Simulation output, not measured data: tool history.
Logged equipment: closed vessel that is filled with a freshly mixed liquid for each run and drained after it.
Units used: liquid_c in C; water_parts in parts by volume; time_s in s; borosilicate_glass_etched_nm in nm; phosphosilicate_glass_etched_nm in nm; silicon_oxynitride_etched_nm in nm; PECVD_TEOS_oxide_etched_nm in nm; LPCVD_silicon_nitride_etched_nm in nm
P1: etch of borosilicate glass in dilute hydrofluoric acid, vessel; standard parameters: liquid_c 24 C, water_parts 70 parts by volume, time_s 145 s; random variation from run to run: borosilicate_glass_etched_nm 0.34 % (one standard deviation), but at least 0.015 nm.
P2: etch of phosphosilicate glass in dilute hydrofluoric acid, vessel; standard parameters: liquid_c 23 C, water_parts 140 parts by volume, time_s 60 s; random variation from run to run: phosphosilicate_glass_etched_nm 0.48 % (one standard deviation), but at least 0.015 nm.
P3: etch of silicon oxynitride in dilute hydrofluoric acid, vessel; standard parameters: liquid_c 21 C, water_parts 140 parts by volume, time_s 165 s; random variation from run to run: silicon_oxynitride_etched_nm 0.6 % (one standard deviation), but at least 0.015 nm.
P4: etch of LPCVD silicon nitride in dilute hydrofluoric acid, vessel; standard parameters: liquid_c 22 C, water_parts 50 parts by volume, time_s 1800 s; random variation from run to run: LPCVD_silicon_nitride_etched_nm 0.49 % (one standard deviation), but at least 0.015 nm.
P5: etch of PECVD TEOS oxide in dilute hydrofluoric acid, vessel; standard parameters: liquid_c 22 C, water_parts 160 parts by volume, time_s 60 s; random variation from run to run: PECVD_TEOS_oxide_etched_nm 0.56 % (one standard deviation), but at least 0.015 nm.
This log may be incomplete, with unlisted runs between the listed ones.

| run | day | process | liquid_c | water_parts | time_s | hours since the thermometer was replaced | hours since the hydrofluoric acid flow meter was replaced | borosilicate_glass_etched_nm | phosphosilicate_glass_etched_nm | silicon_oxynitride_etched_nm | PECVD_TEOS_oxide_etched_nm | LPCVD_silicon_nitride_etched_nm |
|---|---|---|---|---|---|---|---|---|---|---|---|---|
| 1 | 0.279 | P1 | 24 | 70 | 145 | 601.2 | 304 | 59.593 |  |  |  |  |
| 2 | 0.771 | P2 | 17 | 140 | 60 | 613 | 315.8 |  | 41.675 |  |  |  |
| 3 | 1.25 | P3 | 21 | 140 | 85 | 624.5 | 327.3 |  |  | 2.4734 |  |  |
| 4 | 1.575 | P3 | 21 | 140 | 165 | 632.3 | 335.1 |  |  | 4.7306 |  |  |
| 5 | 2.008 | P1 | 24 | 25 | 145 | 642.7 | 345.5 | 177.25 |  |  |  |  |
| 6 | 2.271 | P1 | 24 | 70 | 145 | 649 | 351.8 | 59.116 |  |  |  |  |
| 7 | 2.483 | P5 | 22 | 160 | 30 | 654.1 | 356.9 |  |  |  | 2.8212 |  |
| 8 | 2.971 | P4 | 22 | 50 | 1800 | 665.8 | 368.6 |  |  |  |  | 16.521 |
| 9 | 3.354 | P1 | 31 | 70 | 60 | 675 | 377.8 | 32.572 |  |  |  |  |
| 10 | 3.738 | P1 | 24 | 70 | 30 | 684.2 | 387 | 12.31 |  |  |  |  |
| 11 | 4.079 | P5 | 30 | 160 | 60 | 692.4 | 395.2 |  |  |  | 7.615 |  |
| 12 | 4.329 | P1 | 24 | 70 | 145 | 698.4 | 401.2 | 59.405 |  |  |  |  |
| 13 | 4.596 | P2 | 23 | 140 | 90 | 704.8 | 407.6 |  | 79.353 |  |  |  |
| 14 | 4.829 | P5 | 22 | 160 | 60 | 710.4 | 413.2 |  |  |  | 5.6956 |  |
| 15 | 5.158 | P1 | 24 | 70 | 145 | 718.3 | 421.1 | 59.458 |  |  |  |  |
| 16 | 5.608 | P2 | 23 | 90 | 60 | 729.1 | 431.9 |  | 86.338 |  |  |  |
| 17 | 5.883 | P3 | 21 | 230 | 165 | 735.7 | 438.5 |  |  | 2.7031 |  |  |
| 18 | 6.171 | P4 | 22 | 50 | 580 | 742.6 | 445.4 |  |  |  |  | 5.3507 |
| 19 | 6.425 | P1 | 19 | 70 | 145 | 748.7 | 451.5 | 48.593 |  |  |  |  |
| 20 | 6.733 | P1 | 24 | 70 | 145 | 756.1 | 458.9 | 59.321 |  |  |  |  |
| 21 | 6.975 | P1 | 24 | 70 | 265 | 761.9 | 464.7 | 108.96 |  |  |  |  |
| 22 | 7.217 | P4 | 22 | 85 | 1800 | 767.7 | 470.5 |  |  |  |  | 9.8714 |
| 23 | 7.462 | P3 | 21 | 140 | 165 | 773.6 | 476.4 |  |  | 4.7542 |  |  |
| 24 | 7.708 | P3 | 28.5 | 140 | 165 | 779.5 | 482.3 |  |  | 6.759 |  |  |
| 25 | 8.125 | P1 | 32 | 70 | 145 | 789.5 | 492.3 | 81.285 |  |  |  |  |
| 26 | 8.521 | P1 | 24 | 125 | 145 | 799 | 501.8 | 31.176 |  |  |  |  |
| 27 | 9.008 | P4 | 17 | 50 | 1800 | 810.7 | 513.5 |  |  |  |  | 11.784 |
|  | 9.162 | hydrofluoric acid flow meter replaced |
| 28 | 9.496 | P5 | 22 | 245 | 60 | 822.4 | 8 |  |  |  | 3.4277 |  |
| 29 | 9.862 | P1 | 24 | 70 | 145 | 831.2 | 16.8 | 59.702 |  |  |  |  |
| 30 | 10.354 | P2 | 23 | 140 | 60 | 843 | 28.6 |  | 51.984 |  |  |  |
| 31 | 10.575 | P1 | 24 | 70 | 145 | 848.3 | 33.9 | 59.375 |  |  |  |  |
| 32 | 11.058 | P1 | 24 | 70 | 145 | 859.9 | 45.5 | 57.409 |  |  |  |  |
| 33 | 11.429 | P1 | 24 | 70 | 145 | 868.8 | 54.4 | 56.536 |  |  |  |  |
| 34 | 11.742 | P1 | 24 | 70 | 145 | 876.3 | 61.9 | 56.423 |  |  |  |  |
| 35 | 12.188 | P1 | 24 | 70 | 145 | 887 | 72.6 | 56.205 |  |  |  |  |
| 36 | 12.575 | P1 | 24 | 70 | 145 | 896.3 | 81.9 | 56.173 |  |  |  |  |
| 37 | 13.062 | P1 | 24 | 70 | 145 | 908 | 93.6 | 55.735 |  |  |  |  |

P1 no longer gives what it gave before; its output has crept away from where it was. The following 2 causes, each at its listed size, fit the log equally well:
A: liquid colder than its thermometer reads (K) = 1.55
B: hydrofluoric acid flow below the setpoint (%) = 5.62
Onset of the creep was near day 10.575.

Below are 4 check runs, each on a single wafer, with their results shown as question marks. Which of them would tell the listed causes apart, meaning the causes would give clearly different results under it?
| check 1 | 13.55 | P3 | 21 | 140 | 165 |  |  |  |  | ? |  |  |
| check 2 | 13.55 | P4 | 22 | 50 | 1800 |  |  |  |  |  |  | ? |
| check 3 | 13.55 | P2 | 23 | 140 | 60 |  |  |  | ? |  |  |  |
| check 4 | 13.55 | P5 | 22 | 160 | 60 |  |  |  |  |  | ? |  |

Outcome of each check run for each possible cause:
| check | result | if A | if B |
|---|---|---|---|
| check 1 | silicon_oxynitride_etched_nm | 4.4028 | 4.448 |
| check 2 | LPCVD_silicon_nitride_etched_nm | 14.923 | 15.692 |
| check 3 | phosphosilicate_glass_etched_nm | 49.336 | 49.015 |
| check 4 | PECVD_TEOS_oxide_etched_nm | 5.3398 | 5.2998 |
Distance between the nearest two causes, measured in the result of the check that separates them most: check 1 1.02 %; check 2 5.02 %; check 3 0.65 %; check 4 0.75 %
Only check 2 tells the causes apart: in the others they would give nearly the same result.

After running check 2, the following was obtained: LPCVD_silicon_nitride_etched_nm 15.726 nm. Which cause does this point to?

It was cause B: hydrofluoric acid flow below the setpoint (%).

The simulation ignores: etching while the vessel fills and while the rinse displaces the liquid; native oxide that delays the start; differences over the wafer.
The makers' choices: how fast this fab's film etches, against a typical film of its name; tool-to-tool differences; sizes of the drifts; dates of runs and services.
